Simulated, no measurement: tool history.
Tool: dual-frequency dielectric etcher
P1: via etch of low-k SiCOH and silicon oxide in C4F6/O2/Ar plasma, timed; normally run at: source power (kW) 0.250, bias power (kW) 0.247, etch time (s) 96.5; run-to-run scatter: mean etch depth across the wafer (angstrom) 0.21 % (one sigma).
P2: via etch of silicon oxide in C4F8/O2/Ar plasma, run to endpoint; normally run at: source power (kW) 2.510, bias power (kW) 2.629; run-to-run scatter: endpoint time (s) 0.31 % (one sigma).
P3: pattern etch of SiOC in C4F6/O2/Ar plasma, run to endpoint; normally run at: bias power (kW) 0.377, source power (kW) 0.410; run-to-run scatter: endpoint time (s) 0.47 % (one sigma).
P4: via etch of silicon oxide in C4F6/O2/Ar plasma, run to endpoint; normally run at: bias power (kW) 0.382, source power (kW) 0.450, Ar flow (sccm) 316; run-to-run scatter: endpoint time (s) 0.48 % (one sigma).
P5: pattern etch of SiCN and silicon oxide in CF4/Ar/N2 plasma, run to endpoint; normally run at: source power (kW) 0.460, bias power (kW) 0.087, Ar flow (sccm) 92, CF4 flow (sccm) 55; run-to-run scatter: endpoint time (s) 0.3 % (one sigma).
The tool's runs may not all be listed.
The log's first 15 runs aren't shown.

run,hour,process that ran,source power (kW),bias power (kW),etch time (s),Ar flow (sccm),CF4 flow (sccm),hours since the last wet clean,hours since the last source power generator calibration,hours since the last bias power generator calibration,mean etch depth across the wafer (angstrom),endpoint time (s)
16,151.0,P1,0.250,0.247,96.5,,,353.6,853.8,721.5,2387.7,
17,164.1,P4,0.450,0.481,,316,,366.7,866.9,734.6,,22.635
18,171.4,P1,0.250,0.247,96.5,,,374.0,874.2,741.9,2391.5,
19,177.9,P1,0.300,0.247,127.0,,,380.5,880.7,748.4,3371.3,
20,185.8,P5,0.460,0.103,,92,55,388.4,888.6,756.3,,17.210
21,196.9,P1,0.250,0.247,96.5,,,399.5,899.7,767.4,2392.2,
22,208.8,P2,2.510,2.629,,,,411.4,911.6,779.3,,293.810
23,221.4,P2,2.510,2.629,,,,424.0,924.2,791.9,,292.990
24,234.4,P1,0.300,0.247,96.5,,,437.0,937.2,804.9,2566.7,
25,247.2,P3,0.490,0.377,,,,449.8,950.0,817.7,,11.121
26,258.4,P1,0.190,0.247,96.5,,,461.0,961.2,828.9,2159.2,
27,265.5,P4,0.450,0.382,,316,,468.1,968.3,836.0,,24.496
28,273.9,P1,0.250,0.247,96.5,,,476.5,976.7,844.4,2395.4,
29,282.4,P5,0.460,0.087,,92,55,485.0,985.2,852.9,,18.337
30,294.5,P3,0.410,0.377,,,,497.1,997.3,865.0,,11.760
31,305.5,P1,0.250,0.247,96.5,,,508.1,1008.3,876.0,2387.5,
32,315.5,P3,0.410,0.377,,,,518.1,1018.3,886.0,,11.790

The next listed run, before its measurement:
33,328.6,P2,2.510,1.927,,,,531.2,1031.4,899.1,,?

{"run 33": {"endpoint time (s)": 323.23}}

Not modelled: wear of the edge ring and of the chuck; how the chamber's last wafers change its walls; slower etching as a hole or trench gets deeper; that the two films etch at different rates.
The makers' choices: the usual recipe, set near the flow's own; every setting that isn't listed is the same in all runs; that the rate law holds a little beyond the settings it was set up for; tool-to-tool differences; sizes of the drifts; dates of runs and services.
